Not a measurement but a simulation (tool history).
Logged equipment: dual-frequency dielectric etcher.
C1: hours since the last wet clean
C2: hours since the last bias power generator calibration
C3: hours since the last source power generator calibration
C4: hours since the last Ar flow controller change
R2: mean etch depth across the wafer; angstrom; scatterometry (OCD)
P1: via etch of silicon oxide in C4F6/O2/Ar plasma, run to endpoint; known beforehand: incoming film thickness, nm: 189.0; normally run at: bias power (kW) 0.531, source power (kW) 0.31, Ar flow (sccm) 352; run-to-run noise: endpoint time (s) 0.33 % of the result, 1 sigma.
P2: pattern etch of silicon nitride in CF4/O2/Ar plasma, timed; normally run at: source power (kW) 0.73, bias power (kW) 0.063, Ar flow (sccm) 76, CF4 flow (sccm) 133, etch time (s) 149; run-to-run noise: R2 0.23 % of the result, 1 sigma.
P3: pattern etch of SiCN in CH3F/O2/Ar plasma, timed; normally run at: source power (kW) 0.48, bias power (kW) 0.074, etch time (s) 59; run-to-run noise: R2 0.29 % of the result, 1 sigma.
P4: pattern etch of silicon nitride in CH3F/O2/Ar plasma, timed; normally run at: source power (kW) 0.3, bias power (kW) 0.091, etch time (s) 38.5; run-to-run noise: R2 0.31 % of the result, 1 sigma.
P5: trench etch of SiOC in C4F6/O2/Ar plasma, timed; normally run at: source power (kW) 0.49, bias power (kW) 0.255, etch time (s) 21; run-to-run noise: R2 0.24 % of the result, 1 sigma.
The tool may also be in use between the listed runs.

Run 1, hour 14.2: process that ran P1, bias power (kW) 0.531, source power (kW) 0.31, Ar flow (sccm) 352; C1 166; C2 1842.7; C3 683.8; C4 2172.9. Result: endpoint time (s) 45.671.
Run 2, hour 24: process that ran P3, bias power (kW) 0.074, source power (kW) 0.48, etch time (s) 59; C1 175.8; C2 1852.5; C3 693.6; C4 2182.7. Result: R2 247.06 angstrom.
Run 3, hour 41: process that ran P2, bias power (kW) 0.044, source power (kW) 0.73, Ar flow (sccm) 76, etch time (s) 149, CF4 flow (sccm) 133; C1 192.8; C2 1869.5; C3 710.6; C4 2199.7. Result: R2 4078.4 angstrom.
Run 4, hour 52.9: process that ran P1, bias power (kW) 0.659, source power (kW) 0.31, Ar flow (sccm) 352; C1 204.7; C2 1881.4; C3 722.5; C4 2211.6. Result: endpoint time (s) 42.066.
Run 5, hour 62.6: process that ran P1, bias power (kW) 0.531, source power (kW) 0.31, Ar flow (sccm) 352; C1 214.4; C2 1891.1; C3 732.2; C4 2221.3. Result: endpoint time (s) 45.697.
Run 6, hour 74.1: process that ran P1, bias power (kW) 0.531, source power (kW) 0.31, Ar flow (sccm) 232; C1 225.9; C2 1902.6; C3 743.7; C4 2232.8. Result: endpoint time (s) 43.645.
Run 7, hour 86: process that ran P1, bias power (kW) 0.531, source power (kW) 0.19, Ar flow (sccm) 352; C1 237.8; C2 1914.5; C3 755.6; C4 2244.7. Result: endpoint time (s) 54.471.
Run 8, hour 102.7: process that ran P2, bias power (kW) 0.063, source power (kW) 0.73, Ar flow (sccm) 76, etch time (s) 149, CF4 flow (sccm) 133; C1 254.5; C2 1931.2; C3 772.3; C4 2261.4. Result: R2 4616.2 angstrom.
Run 9, hour 115: process that ran P2, bias power (kW) 0.063, source power (kW) 0.59, Ar flow (sccm) 76, etch time (s) 149, CF4 flow (sccm) 133; C1 266.8; C2 1943.5; C3 784.6; C4 2273.7. Result: R2 3840.5 angstrom.
Run 10, hour 131.3: process that ran P3, bias power (kW) 0.074, source power (kW) 0.59, etch time (s) 59; C1 283.1; C2 1959.8; C3 800.9; C4 2290. Result: R2 268.61 angstrom.
Run 11, hour 146.3: process that ran P2, bias power (kW) 0.063, source power (kW) 0.73, Ar flow (sccm) 76, etch time (s) 149, CF4 flow (sccm) 133; C1 298.1; C2 1974.8; C3 815.9; C4 2305. Result: R2 4618.8 angstrom.
Run 12, hour 161.8: process that ran P4, bias power (kW) 0.126, source power (kW) 0.3, etch time (s) 38.5; C1 313.6; C2 1990.3; C3 831.4; C4 2320.5. Result: R2 297.71 angstrom.
Run 13, hour 178.5: process that ran P2, bias power (kW) 0.063, source power (kW) 0.73, Ar flow (sccm) 76, etch time (s) 193, CF4 flow (sccm) 133; C1 330.3; C2 2007; C3 848.1; C4 2337.2. Result: R2 5968.7 angstrom.
Run 14, hour 193.7: process that ran P3, bias power (kW) 0.074, source power (kW) 0.48, etch time (s) 85.5; C1 345.5; C2 2022.2; C3 863.3; C4 2352.4. Result: R2 357.14 angstrom.
Run 15, hour 207: process that ran P1, bias power (kW) 0.531, source power (kW) 0.37, Ar flow (sccm) 460; C1 358.8; C2 2035.5; C3 876.6; C4 2365.7. Result: endpoint time (s) 44.495.
Run 16, hour 221.8: process that ran P5, bias power (kW) 0.255, source power (kW) 0.49, etch time (s) 31; C1 373.6; C2 2050.3; C3 891.4; C4 2380.5. Result: R2 793.58 angstrom.
Run 17, hour 232.3: process that ran P4, bias power (kW) 0.091, source power (kW) 0.3, etch time (s) 55.5; C1 384.1; C2 2060.8; C3 901.9; C4 2391. Result: R2 378.25 angstrom.
Run 18, hour 240.4: process that ran P2, bias power (kW) 0.063, source power (kW) 0.73, Ar flow (sccm) 107, etch time (s) 149, CF4 flow (sccm) 133; C1 392.2; C2 2068.9; C3 910; C4 2399.1. Result: R2 4469.9 angstrom.
Run 19, hour 257.2: process that ran P1, bias power (kW) 0.531, source power (kW) 0.31, Ar flow (sccm) 433; C1 409; C2 2085.7; C3 926.8; C4 2415.9. Result: endpoint time (s) 46.61.
Run 20, hour 269: process that ran P1, bias power (kW) 0.531, source power (kW) 0.31, Ar flow (sccm) 352; C1 420.8; C2 2097.5; C3 938.6; C4 2427.7. Result: endpoint time (s) 45.574.
Run 21, hour 280.3: process that ran P4, bias power (kW) 0.091, source power (kW) 0.19, etch time (s) 38.5; C1 432.1; C2 2108.8; C3 949.9; C4 2439. Result: R2 221.24 angstrom.
Run 22, hour 291: process that ran P1, bias power (kW) 0.362, source power (kW) 0.31, Ar flow (sccm) 352; C1 442.8; C2 2119.5; C3 960.6; C4 2449.7. Result: endpoint time (s) 52.571.
Run 23, hour 308.2: process that ran P5, bias power (kW) 0.202, source power (kW) 0.49, etch time (s) 21; C1 460; C2 2136.7; C3 977.8; C4 2466.9. Result: R2 498.72 angstrom.
Run 24, hour 322.4: process that ran P5, bias power (kW) 0.255, source power (kW) 0.49, etch time (s) 21; C1 474.2; C2 2150.9; C3 992; C4 2481.1. Result: R2 540.73 angstrom.
Run 25, hour 339.6: process that ran P5, bias power (kW) 0.255, source power (kW) 0.65, etch time (s) 21; C1 491.4; C2 2168.1; C3 1009.2; C4 2498.3. Result: R2 600.25 angstrom.
Run 26, hour 352.3: process that ran P1, bias power (kW) 0.531, source power (kW) 0.31, Ar flow (sccm) 352; C1 504.1; C2 2180.8; C3 1021.9; C4 2511. Result: endpoint time (s) 45.341.
Run 27, hour 367.8: process that ran P4, bias power (kW) 0.091, source power (kW) 0.3, etch time (s) 38.5; C1 519.6; C2 2196.3; C3 1037.4; C4 2526.5. Result: R2 264.22 angstrom.
Run 28, hour 384.6: process that ran P1, bias power (kW) 0.531, source power (kW) 0.38, Ar flow (sccm) 352; C1 536.4; C2 2213.1; C3 1054.2; C4 2543.3. Result: endpoint time (s) 42.419.
Run 29, hour 394.6: process that ran P3, bias power (kW) 0.052, source power (kW) 0.48, etch time (s) 59; C1 546.4; C2 2223.1; C3 1064.2; C4 2553.3. Result: R2 220.22 angstrom.
Run 30, hour 406.1: process that ran P2, bias power (kW) 0.063, source power (kW) 0.73, Ar flow (sccm) 76, etch time (s) 149, CF4 flow (sccm) 174; C1 557.9; C2 2234.6; C3 1075.7; C4 2564.8. Result: R2 4715.2 angstrom.
Run 31, hour 414.7: process that ran P1, bias power (kW) 0.531, source power (kW) 0.31, Ar flow (sccm) 352; C1 566.5; C2 2243.2; C3 1084.3; C4 2573.4. Result: endpoint time (s) 45.711.
Run 32, hour 428.6: process that ran P1, bias power (kW) 0.531, source power (kW) 0.31, Ar flow (sccm) 352; C1 580.4; C2 2257.1; C3 1098.2; C4 2587.3. Result: endpoint time (s) 46.153.
Run 33, hour 443.8: process that ran P1, bias power (kW) 0.531, source power (kW) 0.31, Ar flow (sccm) 352; C1 595.6; C2 2272.3; C3 1113.4; C4 2602.5. Result: endpoint time (s) 46.252.
At hour 450.3: wet clean of the chamber.
Run 34, hour 455.7: process that ran P1, bias power (kW) 0.531, source power (kW) 0.31, Ar flow (sccm) 352; C1 5.5; C2 2284.2; C3 1125.3; C4 2614.4. Result: endpoint time (s) 46.389.
Run 35, hour 472.3: process that ran P1, bias power (kW) 0.531, source power (kW) 0.31, Ar flow (sccm) 352; C1 22.1; C2 2300.8; C3 1141.9; C4 2631. Result: endpoint time (s) 46.307.
Run 36, hour 480.2: process that ran P1, bias power (kW) 0.531, source power (kW) 0.31, Ar flow (sccm) 352; C1 30; C2 2308.7; C3 1149.8; C4 2638.9. Result: endpoint time (s) 46.513.
Run 37, hour 489.4: process that ran P1, bias power (kW) 0.531, source power (kW) 0.31, Ar flow (sccm) 352; C1 39.2; C2 2317.9; C3 1159; C4 2648.1. Result: endpoint time (s) 46.378.

The output of P1 has drifted from where it used to be. Each of the 2 causes below, taken at the size shown beside it, accounts for the log equally well:
A: bias power that arrives under what is set, % = 4.65
B: source power that arrives under what is set, % = 4.83
The creep began at about hour 414.7.
What rules out each remaining cause:
chamber walls in a state that lowers the etch rate, %: serviced after onset, at hour 450.3, with no recovery of the prior output
Ar flow that arrives over what is set, %: can reach only 8, and even then endpoint time (s) would move by +0.9 %, too little or the wrong way

Of the 4 check runs listed below, each run on one wafer and each result written as a question mark, which would let you distinguish the listed causes because they would give clearly different results?
Run check 1, hour 498.6: process that ran P3, bias power (kW) 0.074, source power (kW) 0.58, etch time (s) 59. Result: R2 ?.
Run check 2, hour 498.6: process that ran P4, bias power (kW) 0.11, source power (kW) 0.3, etch time (s) 38.5. Result: R2 ?.
Run check 3, hour 498.6: process that ran P5, bias power (kW) 0.205, source power (kW) 0.49, etch time (s) 30.5. Result: R2 ?.
Run check 4, hour 498.6: process that ran P2, bias power (kW) 0.063, source power (kW) 0.59, Ar flow (sccm) 104, etch time (s) 149, CF4 flow (sccm) 133. Result: R2 ?.

How each check would come out, cause by cause:
  check  result    if A    if B
check 1      R2  261.89  261.27
check 2      R2  277.24  277.19
check 3      R2  716.71  713.84
check 4      R2  3656.4  3565.2
Smallest distance between any two causes, each pair judged by its most separating result, in per cent: check 1 0.24 %; check 2 0.02 %; check 3 0.4 %; check 4 2.53 %
The other checks would show nearly matching results whichever cause is true, so check 4 is the only one that separates the causes.

Check 4 was then run and gave: R2 3661 angstrom. Which cause is it?

A is the cause: bias power that arrives under what is set, %.
